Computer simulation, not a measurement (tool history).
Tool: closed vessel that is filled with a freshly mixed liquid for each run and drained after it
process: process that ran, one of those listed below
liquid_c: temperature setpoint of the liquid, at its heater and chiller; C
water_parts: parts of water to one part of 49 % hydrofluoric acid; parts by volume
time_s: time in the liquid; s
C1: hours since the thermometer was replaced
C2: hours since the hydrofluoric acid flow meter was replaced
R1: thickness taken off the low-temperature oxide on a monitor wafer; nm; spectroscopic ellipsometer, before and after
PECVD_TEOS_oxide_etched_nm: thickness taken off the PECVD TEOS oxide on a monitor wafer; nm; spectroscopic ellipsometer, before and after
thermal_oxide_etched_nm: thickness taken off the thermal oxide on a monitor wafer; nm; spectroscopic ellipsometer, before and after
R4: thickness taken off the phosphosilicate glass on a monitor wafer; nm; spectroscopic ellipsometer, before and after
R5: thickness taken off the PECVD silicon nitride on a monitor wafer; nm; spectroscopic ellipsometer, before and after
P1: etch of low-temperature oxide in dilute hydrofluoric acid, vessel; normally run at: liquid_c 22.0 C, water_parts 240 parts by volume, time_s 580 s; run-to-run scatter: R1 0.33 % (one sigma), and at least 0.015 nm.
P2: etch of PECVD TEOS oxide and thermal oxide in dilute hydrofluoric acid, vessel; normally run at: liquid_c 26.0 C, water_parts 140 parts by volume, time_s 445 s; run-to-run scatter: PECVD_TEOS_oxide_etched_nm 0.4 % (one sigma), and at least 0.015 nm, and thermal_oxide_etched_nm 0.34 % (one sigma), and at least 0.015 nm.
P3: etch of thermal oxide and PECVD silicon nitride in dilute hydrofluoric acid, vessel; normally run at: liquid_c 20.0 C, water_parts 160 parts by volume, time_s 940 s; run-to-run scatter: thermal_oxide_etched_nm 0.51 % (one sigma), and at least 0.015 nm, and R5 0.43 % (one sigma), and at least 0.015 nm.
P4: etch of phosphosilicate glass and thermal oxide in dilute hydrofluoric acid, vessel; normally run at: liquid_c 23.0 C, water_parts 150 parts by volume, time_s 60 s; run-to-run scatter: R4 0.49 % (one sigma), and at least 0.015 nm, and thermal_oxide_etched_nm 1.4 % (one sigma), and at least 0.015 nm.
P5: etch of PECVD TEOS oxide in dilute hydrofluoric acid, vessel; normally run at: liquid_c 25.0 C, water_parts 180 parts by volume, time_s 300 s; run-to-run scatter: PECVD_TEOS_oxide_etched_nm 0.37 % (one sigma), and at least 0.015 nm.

Run 1, hour 11.6: process P1, liquid_c 22.0 C, water_parts 240 parts by volume, time_s 580 s; C1 795.5; C2 423.2. Result: R1 22.9200 nm.
Run 2, hour 19.3: process P2, liquid_c 26.0 C, water_parts 40 parts by volume, time_s 445 s; C1 803.2; C2 430.9. Result: PECVD_TEOS_oxide_etched_nm 199.3400 nm, thermal_oxide_etched_nm 65.14300 nm.
Run 3, hour 29.4: process P4, liquid_c 23.0 C, water_parts 150 parts by volume, time_s 60 s; C1 813.3; C2 441.0. Result: thermal_oxide_etched_nm 1.72330 nm, R4 26.119 nm.
Run 4, hour 45.4: process P5, liquid_c 25.0 C, water_parts 180 parts by volume, time_s 30 s; C1 829.3; C2 457.0. Result: PECVD_TEOS_oxide_etched_nm 3.5112 nm.
Run 5, hour 61.8: process P1, liquid_c 17.0 C, water_parts 240 parts by volume, time_s 580 s; C1 845.7; C2 473.4. Result: R1 19.0520 nm.
At hour 76.7: hydrofluoric acid flow meter replaced.
Run 6, hour 77.6: process P3, liquid_c 20.0 C, water_parts 160 parts by volume, time_s 1765 s; C1 861.5; C2 1.0. Result: thermal_oxide_etched_nm 42.23900 nm, R5 35.949 nm.
Run 7, hour 87.5: process P2, liquid_c 26.0 C, water_parts 140 parts by volume, time_s 445 s; C1 871.4; C2 10.9. Result: PECVD_TEOS_oxide_etched_nm 50.2740 nm, thermal_oxide_etched_nm 16.32800 nm.
Run 8, hour 101.1: process P5, liquid_c 30.5 C, water_parts 180 parts by volume, time_s 300 s; C1 885.0; C2 24.5. Result: PECVD_TEOS_oxide_etched_nm 42.8260 nm.
Run 9, hour 109.2: process P5, liquid_c 25.0 C, water_parts 180 parts by volume, time_s 300 s; C1 893.1; C2 32.6. Result: PECVD_TEOS_oxide_etched_nm 35.3610 nm.
Run 10, hour 119.2: process P1, liquid_c 28.5 C, water_parts 240 parts by volume, time_s 580 s; C1 903.1; C2 42.6. Result: R1 28.8440 nm.
Run 11, hour 130.1: process P1, liquid_c 22.0 C, water_parts 240 parts by volume, time_s 580 s; C1 914.0; C2 53.5. Result: R1 22.9430 nm.
Run 12, hour 141.5: process P1, liquid_c 22.0 C, water_parts 50 parts by volume, time_s 580 s; C1 925.4; C2 64.9. Result: R1 136.7700 nm.
Run 13, hour 156.7: process P4, liquid_c 23.0 C, water_parts 270 parts by volume, time_s 60 s; C1 940.6; C2 80.1. Result: thermal_oxide_etched_nm 0.87948 nm, R4 12.873 nm.
Run 14, hour 167.3: process P3, liquid_c 20.0 C, water_parts 160 parts by volume, time_s 940 s; C1 951.2; C2 90.7. Result: thermal_oxide_etched_nm 22.46700 nm, R5 19.251 nm.
Run 15, hour 180.5: process P5, liquid_c 25.0 C, water_parts 180 parts by volume, time_s 300 s; C1 964.4; C2 103.9. Result: PECVD_TEOS_oxide_etched_nm 34.8410 nm.
Run 16, hour 194.4: process P1, liquid_c 22.0 C, water_parts 240 parts by volume, time_s 580 s; C1 978.3; C2 117.8. Result: R1 22.9440 nm.
Run 17, hour 204.5: process P3, liquid_c 25.0 C, water_parts 160 parts by volume, time_s 940 s; C1 988.4; C2 127.9. Result: thermal_oxide_etched_nm 27.17600 nm, R5 26.481 nm.
Run 18, hour 216.8: process P1, liquid_c 22.0 C, water_parts 140 parts by volume, time_s 845 s; C1 1000.7; C2 140.2. Result: R1 63.3750 nm.
Run 19, hour 227.1: process P1, liquid_c 22.0 C, water_parts 240 parts by volume, time_s 1150 s; C1 1011.0; C2 150.5. Result: R1 45.5640 nm.
Run 20, hour 240.9: process P1, liquid_c 22.0 C, water_parts 240 parts by volume, time_s 195 s; C1 1024.8; C2 164.3. Result: R1 7.7707 nm.
Run 21, hour 256.1: process P4, liquid_c 23.0 C, water_parts 150 parts by volume, time_s 30 s; C1 1040.0; C2 179.5. Result: thermal_oxide_etched_nm 0.90176 nm, R4 13.004 nm.
Run 22, hour 271.8: process P2, liquid_c 26.0 C, water_parts 140 parts by volume, time_s 60 s; C1 1055.7; C2 195.2. Result: PECVD_TEOS_oxide_etched_nm 6.7423 nm, thermal_oxide_etched_nm 2.21460 nm.
Run 23, hour 283.9: process P1, liquid_c 22.0 C, water_parts 360 parts by volume, time_s 580 s; C1 1067.8; C2 207.3. Result: R1 13.6300 nm.
At hour 291.4: thermometer replaced.
Run 24, hour 298.8: process P2, liquid_c 34.0 C, water_parts 140 parts by volume, time_s 445 s; C1 7.4; C2 222.2. Result: PECVD_TEOS_oxide_etched_nm 67.0460 nm, thermal_oxide_etched_nm 21.84400 nm.
Run 25, hour 309.9: process P5, liquid_c 25.0 C, water_parts 330 parts by volume, time_s 300 s; C1 18.5; C2 233.3. Result: PECVD_TEOS_oxide_etched_nm 16.2910 nm.
Run 26, hour 322.2: process P3, liquid_c 20.0 C, water_parts 260 parts by volume, time_s 940 s; C1 30.8; C2 245.6. Result: thermal_oxide_etched_nm 12.58700 nm, R5 12.044 nm.
Run 27, hour 333.4: process P2, liquid_c 26.0 C, water_parts 140 parts by volume, time_s 445 s; C1 42.0; C2 256.8. Result: PECVD_TEOS_oxide_etched_nm 50.1800 nm, thermal_oxide_etched_nm 16.36700 nm.
Run 28, hour 347.1: process P1, liquid_c 22.0 C, water_parts 240 parts by volume, time_s 580 s; C1 55.7; C2 270.5. Result: R1 23.1320 nm.
Run 29, hour 361.6: process P4, liquid_c 17.0 C, water_parts 150 parts by volume, time_s 60 s; C1 70.2; C2 285.0. Result: thermal_oxide_etched_nm 1.38090 nm, R4 20.666 nm.
Run 30, hour 371.7: process P4, liquid_c 23.0 C, water_parts 150 parts by volume, time_s 60 s; C1 80.3; C2 295.1. Result: thermal_oxide_etched_nm 1.81630 nm, R4 26.120 nm.
Run 31, hour 380.3: process P1, liquid_c 22.0 C, water_parts 240 parts by volume, time_s 580 s; C1 88.9; C2 303.7. Result: R1 22.9990 nm.
Run 32, hour 397.1: process P1, liquid_c 22.0 C, water_parts 240 parts by volume, time_s 580 s; C1 105.7; C2 320.5. Result: R1 24.0070 nm.
Run 33, hour 408.8: process P1, liquid_c 22.0 C, water_parts 240 parts by volume, time_s 580 s; C1 117.4; C2 332.2. Result: R1 24.2190 nm.
Run 34, hour 416.9: process P1, liquid_c 22.0 C, water_parts 240 parts by volume, time_s 580 s; C1 125.5; C2 340.3. Result: R1 24.2400 nm.
Run 35, hour 431.0: process P1, liquid_c 22.0 C, water_parts 240 parts by volume, time_s 580 s; C1 139.6; C2 354.4. Result: R1 24.3390 nm.
Run 36, hour 443.4: process P1, liquid_c 22.0 C, water_parts 240 parts by volume, time_s 580 s; C1 152.0; C2 366.8. Result: R1 24.6450 nm.
Run 37, hour 457.8: process P1, liquid_c 22.0 C, water_parts 240 parts by volume, time_s 580 s; C1 166.4; C2 381.2. Result: R1 24.7340 nm.
Run 38, hour 466.7: process P1, liquid_c 22.0 C, water_parts 240 parts by volume, time_s 580 s; C1 175.3; C2 390.1. Result: R1 24.7770 nm.

What P1 gives has crept away from where it was. These 2 causes fit the log equally well, each at the size given:
A: liquid hotter than its thermometer reads (K) = 1.97
B: hydrofluoric acid flow above the setpoint (%) = 6
The creep began at about hour 380.3.

4 check runs are offered, one wafer each, their results left as question marks. Which one tells the causes apart?
Run check 1, hour 475.6: process P4, liquid_c 20.0 C, water_parts 255 parts by volume, time_s 60 s. Result: thermal_oxide_etched_nm ?, R4 ?.
Run check 2, hour 475.6: process P3, liquid_c 24.0 C, water_parts 160 parts by volume, time_s 940 s. Result: thermal_oxide_etched_nm ?, R5 ?.
Run check 3, hour 475.6: process P5, liquid_c 30.0 C, water_parts 180 parts by volume, time_s 100 s. Result: PECVD_TEOS_oxide_etched_nm ?.
Run check 4, hour 475.6: process P2, liquid_c 34.0 C, water_parts 140 parts by volume, time_s 75 s. Result: PECVD_TEOS_oxide_etched_nm ?, thermal_oxide_etched_nm ?.

What each check would give under each cause:
  check                      result      if A      if B
check 1     thermal_oxide_etched_nm   0.89910   0.89810
check 1                          R4    13.279    13.264
check 2     thermal_oxide_etched_nm  28.19000  28.03700
check 2                          R5    28.157    26.311
check 3  PECVD_TEOS_oxide_etched_nm   14.9670   15.0090
check 4  PECVD_TEOS_oxide_etched_nm   12.0920   12.1160
check 4     thermal_oxide_etched_nm   3.93700   3.94470
How far apart the two closest causes lie, in the result that separates them most: check 1 0.11 %; check 2 6.78 %; check 3 0.28 %; check 4 0.2 %
Check 2 tells the causes apart: in the others they would give nearly the same result.

Then check 2 was run and gave: thermal_oxide_etched_nm 28.12500 nm; R5 28.274 nm. Which cause is it?

It is A: liquid hotter than its thermometer reads (K).

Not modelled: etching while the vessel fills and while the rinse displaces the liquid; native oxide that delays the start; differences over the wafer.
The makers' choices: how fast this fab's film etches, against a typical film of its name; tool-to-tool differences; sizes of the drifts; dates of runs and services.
